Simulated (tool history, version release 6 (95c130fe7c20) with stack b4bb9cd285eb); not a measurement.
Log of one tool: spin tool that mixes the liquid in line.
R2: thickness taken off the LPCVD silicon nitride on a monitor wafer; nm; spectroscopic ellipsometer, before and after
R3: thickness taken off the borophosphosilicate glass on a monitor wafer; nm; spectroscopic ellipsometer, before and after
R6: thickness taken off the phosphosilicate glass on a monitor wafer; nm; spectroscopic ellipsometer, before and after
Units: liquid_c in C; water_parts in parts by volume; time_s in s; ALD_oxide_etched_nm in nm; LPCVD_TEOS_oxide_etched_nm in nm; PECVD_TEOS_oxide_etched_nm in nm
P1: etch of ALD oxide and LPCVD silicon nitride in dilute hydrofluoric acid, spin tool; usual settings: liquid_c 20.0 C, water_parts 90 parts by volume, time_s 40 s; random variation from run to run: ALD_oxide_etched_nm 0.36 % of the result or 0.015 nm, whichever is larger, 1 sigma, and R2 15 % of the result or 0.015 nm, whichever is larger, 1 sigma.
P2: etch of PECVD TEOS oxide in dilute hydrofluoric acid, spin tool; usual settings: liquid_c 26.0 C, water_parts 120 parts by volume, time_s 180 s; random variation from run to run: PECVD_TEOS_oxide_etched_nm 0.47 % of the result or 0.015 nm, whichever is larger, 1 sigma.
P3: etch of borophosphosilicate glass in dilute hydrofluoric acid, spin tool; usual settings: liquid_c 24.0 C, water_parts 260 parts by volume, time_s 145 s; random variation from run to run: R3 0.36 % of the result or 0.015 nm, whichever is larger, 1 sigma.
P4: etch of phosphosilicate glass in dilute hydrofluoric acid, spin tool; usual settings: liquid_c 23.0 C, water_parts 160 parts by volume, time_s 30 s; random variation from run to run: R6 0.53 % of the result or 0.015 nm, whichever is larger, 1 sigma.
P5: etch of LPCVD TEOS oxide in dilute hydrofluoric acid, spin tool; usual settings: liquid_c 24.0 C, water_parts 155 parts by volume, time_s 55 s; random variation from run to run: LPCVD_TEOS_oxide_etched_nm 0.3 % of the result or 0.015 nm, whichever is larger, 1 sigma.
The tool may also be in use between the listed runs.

{"run": 1, "hour": 8.9, "process": "P1", "liquid_c": 20.0, "water_parts": 90, "time_s": 40, "ALD_oxide_etched_nm": 8.8598, "R2": 0.15244}
{"run": 2, "hour": 16.7, "process": "P1", "liquid_c": 20.0, "water_parts": 90, "time_s": 40, "ALD_oxide_etched_nm": 8.8757, "R2": 0.12111}
{"run": 3, "hour": 26.2, "process": "P3", "liquid_c": 32.0, "water_parts": 260, "time_s": 145, "R3": 27.008}
{"run": 4, "hour": 36.5, "process": "P5", "liquid_c": 24.0, "water_parts": 285, "time_s": 55, "LPCVD_TEOS_oxide_etched_nm": 8.1574}
{"run": 5, "hour": 48.0, "process": "P2", "liquid_c": 26.0, "water_parts": 120, "time_s": 180, "PECVD_TEOS_oxide_etched_nm": 19.794}
{"run": 6, "hour": 58.1, "process": "P4", "liquid_c": 17.5, "water_parts": 160, "time_s": 30, "R6": 16.828}
{"run": 7, "hour": 65.2, "process": "P1", "liquid_c": 20.0, "water_parts": 35, "time_s": 40, "ALD_oxide_etched_nm": 24.338, "R2": 0.42061}
{"run": 8, "hour": 77.1, "process": "P1", "liquid_c": 24.0, "water_parts": 90, "time_s": 40, "ALD_oxide_etched_nm": 10.461, "R2": 0.28944}
{"run": 9, "hour": 83.7, "process": "P4", "liquid_c": 23.0, "water_parts": 160, "time_s": 30, "R6": 20.763}
{"run": 10, "hour": 91.3, "process": "P3", "liquid_c": 24.0, "water_parts": 40, "time_s": 145, "R3": 172.49}
{"run": 11, "hour": 104.6, "process": "P1", "liquid_c": 20.0, "water_parts": 90, "time_s": 40, "ALD_oxide_etched_nm": 8.98, "R2": 0.16183}
{"run": 12, "hour": 110.8, "process": "P2", "liquid_c": 26.0, "water_parts": 120, "time_s": 320, "PECVD_TEOS_oxide_etched_nm": 35.565}
{"run": 13, "hour": 120.3, "process": "P2", "liquid_c": 26.0, "water_parts": 45, "time_s": 180, "PECVD_TEOS_oxide_etched_nm": 58.36}
{"run": 14, "hour": 128.6, "process": "P1", "liquid_c": 20.0, "water_parts": 90, "time_s": 40, "ALD_oxide_etched_nm": 8.9049, "R2": 0.22324}
{"run": 15, "hour": 141.5, "process": "P1", "liquid_c": 20.0, "water_parts": 90, "time_s": 60, "ALD_oxide_etched_nm": 13.396, "R2": 0.21145}
{"run": 16, "hour": 148.5, "process": "P1", "liquid_c": 17.0, "water_parts": 90, "time_s": 60, "ALD_oxide_etched_nm": 11.775, "R2": 0.19012}
{"run": 17, "hour": 156.8, "process": "P5", "liquid_c": 17.0, "water_parts": 155, "time_s": 55, "LPCVD_TEOS_oxide_etched_nm": 12.998}
{"run": 18, "hour": 169.2, "process": "P5", "liquid_c": 24.0, "water_parts": 155, "time_s": 100, "LPCVD_TEOS_oxide_etched_nm": 31.371}
{"run": 19, "hour": 176.3, "process": "P1", "liquid_c": 20.0, "water_parts": 160, "time_s": 75, "ALD_oxide_etched_nm": 8.604, "R2": 0.17247}
{"run": 20, "hour": 188.1, "process": "P1", "liquid_c": 17.0, "water_parts": 90, "time_s": 40, "ALD_oxide_etched_nm": 7.8522, "R2": 0.16406}
{"run": 21, "hour": 198.2, "process": "P2", "liquid_c": 34.0, "water_parts": 120, "time_s": 180, "PECVD_TEOS_oxide_etched_nm": 26.907}
{"run": 22, "hour": 209.6, "process": "P4", "liquid_c": 23.0, "water_parts": 40, "time_s": 30, "R6": 96.396}
{"run": 23, "hour": 223.3, "process": "P1", "liquid_c": 20.0, "water_parts": 145, "time_s": 75, "ALD_oxide_etched_nm": 9.776, "R2": 0.20483}
{"hour": 232.4, "done": "hydrofluoric acid flow meter replaced"}
{"run": 24, "hour": 234.1, "process": "P1", "liquid_c": 20.0, "water_parts": 130, "time_s": 40, "ALD_oxide_etched_nm": 5.8709, "R2": 0.11012}
{"run": 25, "hour": 241.7, "process": "P5", "liquid_c": 24.0, "water_parts": 155, "time_s": 55, "LPCVD_TEOS_oxide_etched_nm": 17.2}
{"run": 26, "hour": 252.7, "process": "P1", "liquid_c": 20.0, "water_parts": 90, "time_s": 15, "ALD_oxide_etched_nm": 3.3533, "R2": 0.088734}
{"run": 27, "hour": 260.9, "process": "P5", "liquid_c": 24.0, "water_parts": 155, "time_s": 55, "LPCVD_TEOS_oxide_etched_nm": 17.29}
{"run": 28, "hour": 272.8, "process": "P3", "liquid_c": 24.0, "water_parts": 260, "time_s": 285, "R3": 40.384}
{"run": 29, "hour": 285.0, "process": "P3", "liquid_c": 24.0, "water_parts": 260, "time_s": 145, "R3": 20.616}
{"run": 30, "hour": 296.2, "process": "P4", "liquid_c": 23.0, "water_parts": 160, "time_s": 30, "R6": 20.946}
{"run": 31, "hour": 305.0, "process": "P4", "liquid_c": 23.0, "water_parts": 160, "time_s": 15, "R6": 10.458}
{"run": 32, "hour": 315.6, "process": "P1", "liquid_c": 20.0, "water_parts": 90, "time_s": 40, "ALD_oxide_etched_nm": 8.9092, "R2": 0.18283}
{"run": 33, "hour": 322.0, "process": "P1", "liquid_c": 20.0, "water_parts": 90, "time_s": 40, "ALD_oxide_etched_nm": 9.0401, "R2": 0.21326}
{"run": 34, "hour": 332.0, "process": "P1", "liquid_c": 20.0, "water_parts": 90, "time_s": 40, "ALD_oxide_etched_nm": 9.2614, "R2": 0.20751}
{"run": 35, "hour": 339.2, "process": "P1", "liquid_c": 20.0, "water_parts": 90, "time_s": 40, "ALD_oxide_etched_nm": 9.2892, "R2": 0.21036}
{"run": 36, "hour": 347.2, "process": "P1", "liquid_c": 20.0, "water_parts": 90, "time_s": 40, "ALD_oxide_etched_nm": 9.4675, "R2": 0.15538}
{"run": 37, "hour": 359.9, "process": "P1", "liquid_c": 20.0, "water_parts": 90, "time_s": 40, "ALD_oxide_etched_nm": 9.4962, "R2": 0.16466}
{"run": 38, "hour": 373.1, "process": "P1", "liquid_c": 20.0, "water_parts": 90, "time_s": 40, "ALD_oxide_etched_nm": 9.5912, "R2": 0.19022}
{"run": 39, "hour": 385.7, "process": "P1", "liquid_c": 20.0, "water_parts": 90, "time_s": 40, "ALD_oxide_etched_nm": 9.5518, "R2": 0.21708}
{"run": 40, "hour": 392.7, "process": "P1", "liquid_c": 20.0, "water_parts": 90, "time_s": 40, "ALD_oxide_etched_nm": 9.5995, "R2": 0.18737}

Forecast run 41:
{"run": 41, "hour": 405.8, "process": "P1", "liquid_c": 20.0, "water_parts": 90, "time_s": 40, "ALD_oxide_etched_nm": "?", "R2": "?"}

ALD_oxide_etched_nm: 9.5892 nm
R2: 0.174130 nm
